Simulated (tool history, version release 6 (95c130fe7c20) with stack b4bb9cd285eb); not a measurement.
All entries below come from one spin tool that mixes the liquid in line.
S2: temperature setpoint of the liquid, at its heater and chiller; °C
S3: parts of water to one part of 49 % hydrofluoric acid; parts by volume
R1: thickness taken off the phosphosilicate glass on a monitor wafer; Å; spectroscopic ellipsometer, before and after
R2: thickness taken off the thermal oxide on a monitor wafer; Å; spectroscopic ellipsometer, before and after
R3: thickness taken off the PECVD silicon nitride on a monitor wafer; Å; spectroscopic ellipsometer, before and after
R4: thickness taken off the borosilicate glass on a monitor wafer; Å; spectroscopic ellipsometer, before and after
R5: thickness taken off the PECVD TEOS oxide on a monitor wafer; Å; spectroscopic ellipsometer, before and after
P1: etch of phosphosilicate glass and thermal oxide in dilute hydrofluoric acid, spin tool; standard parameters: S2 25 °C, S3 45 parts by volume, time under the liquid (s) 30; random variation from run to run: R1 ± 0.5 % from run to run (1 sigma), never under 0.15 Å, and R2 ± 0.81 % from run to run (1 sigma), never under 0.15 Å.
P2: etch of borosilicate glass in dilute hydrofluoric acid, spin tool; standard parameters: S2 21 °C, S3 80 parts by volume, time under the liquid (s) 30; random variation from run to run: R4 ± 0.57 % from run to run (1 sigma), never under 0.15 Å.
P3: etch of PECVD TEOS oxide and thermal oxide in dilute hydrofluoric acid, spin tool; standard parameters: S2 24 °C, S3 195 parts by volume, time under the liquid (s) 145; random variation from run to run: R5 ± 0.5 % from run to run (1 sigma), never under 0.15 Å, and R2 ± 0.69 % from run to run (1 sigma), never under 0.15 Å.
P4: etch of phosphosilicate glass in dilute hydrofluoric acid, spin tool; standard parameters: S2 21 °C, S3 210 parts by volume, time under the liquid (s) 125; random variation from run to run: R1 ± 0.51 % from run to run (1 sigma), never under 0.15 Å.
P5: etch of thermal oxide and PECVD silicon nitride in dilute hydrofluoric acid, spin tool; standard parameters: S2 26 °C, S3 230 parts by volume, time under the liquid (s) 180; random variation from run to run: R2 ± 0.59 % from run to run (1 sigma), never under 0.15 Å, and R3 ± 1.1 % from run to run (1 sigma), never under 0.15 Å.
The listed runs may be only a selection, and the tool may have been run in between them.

run 1 day=0.208 | process_that_ran=P1 S2=25 S3=45 time_under_the_liquid_(s)=30 | R1=1041.3 R2=34.024
run 2 day=0.521 | process_that_ran=P1 S2=25 S3=75 time_under_the_liquid_(s)=15 | R1=298.75 R2=9.7657
run 3 day=0.858 | process_that_ran=P1 S2=33 S3=45 time_under_the_liquid_(s)=50 | R1=2379.3 R2=76.843
run 4 day=1.15 | process_that_ran=P1 S2=25 S3=45 time_under_the_liquid_(s)=30 | R1=1039.9 R2=34.014
run 5 day=1.442 | process_that_ran=P1 S2=25 S3=45 time_under_the_liquid_(s)=30 | R1=1043 R2=34.142
run 6 day=1.658 | process_that_ran=P1 S2=25 S3=45 time_under_the_liquid_(s)=30 | R1=1041.3 R2=33.737
run 7 day=1.846 | process_that_ran=P5 S2=26 S3=420 time_under_the_liquid_(s)=180 | R2=16.177 R3=9.7573
run 8 day=2.071 | process_that_ran=P2 S2=21 S3=80 time_under_the_liquid_(s)=30 | R4=115.37
run 9 day=2.308 | process_that_ran=P1 S2=25 S3=25 time_under_the_liquid_(s)=30 | R1=1936.3 R2=63.17
run 10 day=2.629 | process_that_ran=P3 S2=24 S3=35 time_under_the_liquid_(s)=145 | R2=212.48 R5=1202.5
run 11 day=2.862 | process_that_ran=P1 S2=25 S3=45 time_under_the_liquid_(s)=60 | R1=2073.4 R2=67.752
run 12 day=3.092 | process_that_ran=P4 S2=17 S3=210 time_under_the_liquid_(s)=125 | R1=273.65
run 13 day=3.367 | process_that_ran=P4 S2=21 S3=60 time_under_the_liquid_(s)=125 | R1=1322.6
run 14 day=3.662 | process_that_ran=P2 S2=28 S3=80 time_under_the_liquid_(s)=30 | R4=151.45
run 15 day=4.021 | process_that_ran=P2 S2=21 S3=80 time_under_the_liquid_(s)=60 | R4=231.52
run 16 day=4.308 | process_that_ran=P5 S2=26 S3=230 time_under_the_liquid_(s)=180 | R2=34.68 R3=18.454
run 17 day=4.612 | process_that_ran=P4 S2=21 S3=210 time_under_the_liquid_(s)=195 | R1=500.93
run 18 day=4.883 | process_that_ran=P3 S2=24 S3=195 time_under_the_liquid_(s)=145 | R2=31.129 R5=178.08
run 19 day=5.175 | process_that_ran=P3 S2=32 S3=195 time_under_the_liquid_(s)=145 | R2=40.95 R5=236.36
run 20 day=5.396 | process_that_ran=P2 S2=21 S3=80 time_under_the_liquid_(s)=30 | R4=114.86
run 21 day=5.742 | process_that_ran=P1 S2=25 S3=80 time_under_the_liquid_(s)=30 | R1=559.02 R2=17.825
run 22 day=5.933 | process_that_ran=P1 S2=25 S3=45 time_under_the_liquid_(s)=30 | R1=1045 R2=34.08
run 23 day=6.096 | process_that_ran=P5 S2=26 S3=230 time_under_the_liquid_(s)=90 | R2=17.395 R3=8.9242
run 24 day=6.4 | process_that_ran=P2 S2=21 S3=45 time_under_the_liquid_(s)=30 | R4=213.68
run 25 day=6.625 | process_that_ran=P1 S2=25 S3=45 time_under_the_liquid_(s)=30 | R1=1043.5 R2=34.246
run 26 day=6.958 | process_that_ran=P3 S2=24 S3=195 time_under_the_liquid_(s)=255 | R2=55.238 R5=311.76
run 27 day=7.258 | process_that_ran=P1 S2=25 S3=45 time_under_the_liquid_(s)=15 | R1=524.58 R2=16.969
run 28 day=7.458 | process_that_ran=P4 S2=21 S3=210 time_under_the_liquid_(s)=125 | R1=322.11
run 29 day=7.8 | process_that_ran=P1 S2=30 S3=45 time_under_the_liquid_(s)=30 | R1=1284.9 R2=41.297
run 30 day=8.138 | process_that_ran=P1 S2=18.5 S3=45 time_under_the_liquid_(s)=60 | R1=1581.3 R2=51.612
run 31 day=8.438 | process_that_ran=P5 S2=33.5 S3=230 time_under_the_liquid_(s)=180 | R2=45.106 R3=28.484
run 32 day=8.692 | process_that_ran=P1 S2=17.5 S3=45 time_under_the_liquid_(s)=30 | R1=764.01 R2=24.983
run 33 day=8.933 | process_that_ran=P1 S2=25 S3=45 time_under_the_liquid_(s)=30 | R1=1043.6 R2=33.466
run 34 day=9.254 | process_that_ran=P1 S2=25 S3=45 time_under_the_liquid_(s)=30 | R1=1076.5 R2=35.054
run 35 day=9.575 | process_that_ran=P1 S2=25 S3=45 time_under_the_liquid_(s)=30 | R1=1109.7 R2=36.244
run 36 day=9.896 | process_that_ran=P1 S2=25 S3=45 time_under_the_liquid_(s)=30 | R1=1121.4 R2=36.448
run 37 day=10.183 | process_that_ran=P1 S2=25 S3=45 time_under_the_liquid_(s)=30 | R1=1136.1 R2=36.096
run 38 day=10.388 | process_that_ran=P1 S2=25 S3=45 time_under_the_liquid_(s)=30 | R1=1137.5 R2=36.823
run 39 day=10.696 | process_that_ran=P1 S2=25 S3=45 time_under_the_liquid_(s)=30 | R1=1150.1 R2=37.464
run 40 day=10.904 | process_that_ran=P1 S2=25 S3=45 time_under_the_liquid_(s)=30 | R1=1149.5 R2=36.923
run 41 day=11.233 | process_that_ran=P1 S2=25 S3=45 time_under_the_liquid_(s)=30 | R1=1141.8 R2=37.223

Compared with where it was, what P1 gives has crept away. Each cause listed below fits the log as well as the rest, at the size given for it:
A: liquid hotter than its thermometer reads (K) = 2.37
B: hydrofluoric acid flow above the setpoint (%) = 9.48
The process output started creeping at around day 8.933.

4 check runs are offered, each on 3 wafers whose results are averaged, their results left as question marks. Which one tells the causes apart?
run check 1 day=11.562 | process_that_ran=P4 S2=21 S3=60 time_under_the_liquid_(s)=125 | R1=?
run check 2 day=11.562 | process_that_ran=P3 S2=29.5 S3=60 time_under_the_liquid_(s)=145 | R2=? R5=?
run check 3 day=11.562 | process_that_ran=P2 S2=21 S3=55 time_under_the_liquid_(s)=60 | R4=?
run check 4 day=11.562 | process_that_ran=P5 S2=26 S3=400 time_under_the_liquid_(s)=180 | R2=? R3=?

If the cause were each of the candidates in turn, the checks would give the following:
check=check_1 result=R1 if_A=1463.1 if_B=1461.3
check=check_2 result=R2 if_A=163.09 if_B=164.21
check=check_2 result=R5 if_A=921.37 if_B=927.71
check=check_3 result=R4 if_A=380.66 if_B=379.82
check=check_4 result=R2 if_A=18.329 if_B=19.245
check=check_4 result=R3 if_A=11.883 if_B=11.366
Per check, the gap between the least separated pair of causes, taken in the result that splits them most: check 1 0.12 %; check 2 0.69 %; check 3 0.22 %; check 4 4.87 %
Only check 4 tells the causes apart: in the others they would give nearly the same result.

Check 4 was then run and gave: R2 18.107 Å; R3 11.715 Å. Which cause is it?

The cause is A: liquid hotter than its thermometer reads (K).
